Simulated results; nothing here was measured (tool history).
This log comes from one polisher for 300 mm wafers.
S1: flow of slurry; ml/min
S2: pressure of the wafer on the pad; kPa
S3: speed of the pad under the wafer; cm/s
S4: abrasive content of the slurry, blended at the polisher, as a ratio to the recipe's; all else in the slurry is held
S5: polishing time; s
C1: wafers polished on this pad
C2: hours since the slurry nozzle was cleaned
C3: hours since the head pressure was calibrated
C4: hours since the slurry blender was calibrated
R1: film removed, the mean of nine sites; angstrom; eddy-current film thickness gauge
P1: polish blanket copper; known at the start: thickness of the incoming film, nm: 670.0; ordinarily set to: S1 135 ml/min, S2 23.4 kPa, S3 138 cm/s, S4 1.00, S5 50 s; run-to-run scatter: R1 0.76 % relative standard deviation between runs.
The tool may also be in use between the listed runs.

run 1 hour=15.4 | S1=135 S2=23.4 S3=138 S4=1.00 S5=50 | C1=776 C2=212.9 C3=384.5 C4=344.8 | R1=2359.9
run 2 hour=26.9 | S1=135 S2=23.4 S3=138 S4=1.00 S5=23 | C1=929 C2=224.4 C3=396.0 C4=356.3 | R1=1080.6
run 3 hour=37.2 | S1=135 S2=23.4 S3=208 S4=1.00 S5=50 | C1=1066 C2=234.7 C3=406.3 C4=366.6 | R1=3517.4
run 4 hour=52.8 | S1=80 S2=23.4 S3=138 S4=1.00 S5=50 | C1=1275 C2=250.3 C3=421.9 C4=382.2 | R1=2063.3
run 5 hour=68.4 | S1=135 S2=23.4 S3=200 S4=0.80 S5=50 | C1=1483 C2=265.9 C3=437.5 C4=397.8 | R1=3275.2
run 6 hour=85.6 | S1=135 S2=23.4 S3=138 S4=1.00 S5=50 | C1=1712 C2=283.1 C3=454.7 C4=415.0 | R1=2375.9
-- hour=93.9 slurry nozzle cleaned
run 7 hour=100.5 | S1=135 S2=23.4 S3=138 S4=1.40 S5=50 | C1=1911 C2=6.7 C3=469.6 C4=429.9 | R1=2513.5
run 8 hour=111.8 | S1=135 S2=23.4 S3=138 S4=1.00 S5=73 | C1=2062 C2=18.0 C3=480.9 C4=441.2 | R1=3402.9
run 9 hour=122.0 | S1=135 S2=14.5 S3=138 S4=1.00 S5=50 | C1=2198 C2=28.2 C3=491.1 C4=451.4 | R1=1461.3
run 10 hour=138.9 | S1=185 S2=23.4 S3=138 S4=1.00 S5=50 | C1=2424 C2=45.1 C3=508.0 C4=468.3 | R1=2481.6
run 11 hour=152.8 | S1=135 S2=23.4 S3=138 S4=1.00 S5=50 | C1=2609 C2=59.0 C3=521.9 C4=482.2 | R1=2351.7
run 12 hour=161.4 | S1=135 S2=31.0 S3=138 S4=1.00 S5=50 | C1=2724 C2=67.6 C3=530.5 C4=490.8 | R1=3145.1
run 13 hour=172.0 | S1=135 S2=23.4 S3=138 S4=1.00 S5=50 | C1=2865 C2=78.2 C3=541.1 C4=501.4 | R1=2352.1
run 14 hour=186.0 | S1=135 S2=23.4 S3=138 S4=0.55 S5=50 | C1=3052 C2=92.2 C3=555.1 C4=515.4 | R1=2080.7
run 15 hour=201.3 | S1=135 S2=23.4 S3=96 S4=1.00 S5=50 | C1=3256 C2=107.5 C3=570.4 C4=530.7 | R1=1650.7
run 16 hour=216.9 | S1=135 S2=23.4 S3=138 S4=1.00 S5=50 | C1=3464 C2=123.1 C3=586.0 C4=546.3 | R1=2353.8
run 17 hour=231.5 | S1=135 S2=23.4 S3=74 S4=1.00 S5=66 | C1=3659 C2=137.7 C3=600.6 C4=560.9 | R1=1683.2
run 18 hour=246.7 | S1=205 S2=11.0 S3=138 S4=1.00 S5=50 | C1=3862 C2=152.9 C3=615.8 C4=576.1 | R1=1182.3
run 19 hour=257.0 | S1=135 S2=23.4 S3=138 S4=1.00 S5=50 | C1=4000 C2=163.2 C3=626.1 C4=586.4 | R1=2342.0
run 20 hour=274.1 | S1=135 S2=23.4 S3=138 S4=1.00 S5=50 | C1=4228 C2=180.3 C3=643.2 C4=603.5 | R1=2177.1
run 21 hour=287.4 | S1=135 S2=23.4 S3=138 S4=1.00 S5=50 | C1=4405 C2=193.6 C3=656.5 C4=616.8 | R1=2169.8
run 22 hour=296.0 | S1=135 S2=23.4 S3=138 S4=1.00 S5=50 | C1=4520 C2=202.2 C3=665.1 C4=625.4 | R1=2139.3
-- hour=305.9 worn pad replaced by a new one
run 23 hour=306.5 | S1=135 S2=23.4 S3=138 S4=1.00 S5=50 | C1=9 C2=212.7 C3=675.6 C4=635.9 | R1=2112.5
-- hour=315.2 slurry blender recalibrated
run 24 hour=319.9 | S1=135 S2=23.4 S3=138 S4=1.00 S5=50 | C1=188 C2=226.1 C3=689.0 C4=4.7 | R1=2111.3
run 25 hour=332.2 | S1=135 S2=23.4 S3=138 S4=1.00 S5=50 | C1=352 C2=238.4 C3=701.3 C4=17.0 | R1=2106.6
run 26 hour=342.3 | S1=135 S2=23.4 S3=138 S4=1.00 S5=50 | C1=486 C2=248.5 C3=711.4 C4=27.1 | R1=2121.2
run 27 hour=349.8 | S1=135 S2=23.4 S3=138 S4=1.00 S5=50 | C1=587 C2=256.0 C3=718.9 C4=34.6 | R1=2094.9

What P1 gives has crept away from where it was. These 2 causes fit the log equally well, each at the size given:
A: head's pressure below its setpoint, % = 10.8
B: slurry flow missing at the pad, % = 38.2
The gradual shift began around hour 257.0.
Why every other cause is out:
removal rate lost through wear of the pad, %: serviced at hour 305.9, after the drift had started, without restoring the earlier output
abrasive missing from the slurry, %: serviced at hour 315.2, after the drift had started, without restoring the earlier output

Each of the 4 check runs below uses one wafer; its results are left as question marks. Which run tells the causes apart?
run check 1 hour=357.3 | S1=135 S2=29.6 S3=138 S4=1.00 S5=50 | R1=?
run check 2 hour=357.3 | S1=135 S2=23.4 S3=138 S4=1.00 S5=29 | R1=?
run check 3 hour=357.3 | S1=135 S2=30.3 S3=138 S4=0.65 S5=50 | R1=?
run check 4 hour=357.3 | S1=85 S2=23.4 S3=96 S4=1.00 S5=50 | R1=?

How each check would come out, cause by cause:
check=check_1 result=R1 if_A=2653.1 if_B=2654.3
check=check_2 result=R1 if_A=1216.7 if_B=1217.3
check=check_3 result=R1 if_A=2481.4 if_B=2482.5
check=check_4 result=R1 if_A=1309.3 if_B=1239.6
Separation of the two closest causes in each check, using whichever result separates them best: check 1 0.05 %; check 2 0.05 %; check 3 0.05 %; check 4 5.48 %
Only in check 4 would the causes give clearly different results; in the remaining checks their results would be nearly the same.

Then check 4 was run and gave: R1 1313.7 angstrom. Which cause is it?

A is the cause: head's pressure below its setpoint, %.
